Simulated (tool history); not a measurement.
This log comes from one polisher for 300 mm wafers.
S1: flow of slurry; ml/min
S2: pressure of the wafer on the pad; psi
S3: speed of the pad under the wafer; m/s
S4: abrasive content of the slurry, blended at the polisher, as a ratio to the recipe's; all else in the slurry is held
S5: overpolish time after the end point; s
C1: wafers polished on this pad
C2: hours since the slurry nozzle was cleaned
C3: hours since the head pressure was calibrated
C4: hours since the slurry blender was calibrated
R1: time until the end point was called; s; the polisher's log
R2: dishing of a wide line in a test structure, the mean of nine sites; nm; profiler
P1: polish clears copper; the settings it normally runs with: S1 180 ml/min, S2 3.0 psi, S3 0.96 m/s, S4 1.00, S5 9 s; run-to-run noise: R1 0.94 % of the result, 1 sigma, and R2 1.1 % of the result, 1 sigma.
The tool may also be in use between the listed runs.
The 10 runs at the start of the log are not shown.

run	day	S1	S2	S3	S4	S5	C1	C2	C3	C4	R1	R2
11	1.379	180	3.0	0.96	1.00	9	791	304.8	496.5	49.4	120.780	21.5620
12	1.492	110	3.0	0.96	1.00	9	805	307.5	499.2	52.1	131.100	20.1570
13	1.579	180	3.0	0.96	1.00	9	815	309.6	501.3	54.2	118.940	22.1500
14	1.675	180	3.0	0.96	1.00	9	827	311.9	503.6	56.5	120.070	22.3920
15	1.775	180	4.7	0.96	1.00	9	839	314.3	506.0	58.9	77.023	33.6760
16	1.938	180	3.0	0.96	1.00	9	858	318.2	509.9	62.8	118.070	21.7140
17	2.083	180	3.0	0.96	1.45	9	876	321.7	513.4	66.3	110.550	23.8090
18	2.200	180	2.2	0.96	1.00	9	890	324.5	516.2	69.1	162.670	16.2450
19	2.325	180	3.0	0.96	0.55	9	905	327.5	519.2	72.1	135.760	19.5180
20	2.467	180	3.0	0.96	1.00	3	922	330.9	522.6	75.5	119.790	7.7663
21	2.579	180	3.0	0.96	1.00	9	936	333.6	525.3	78.2	120.040	22.1980
22	2.708	180	3.0	0.96	1.00	9	952	336.7	528.4	81.3	122.140	22.0970

Run 23 comes next. What will it give?
23	2.883	180	3.0	0.96	1.00	9	973	340.9	532.6	85.5	?	?

R1: 124.640 s
R2: 20.6680 nm
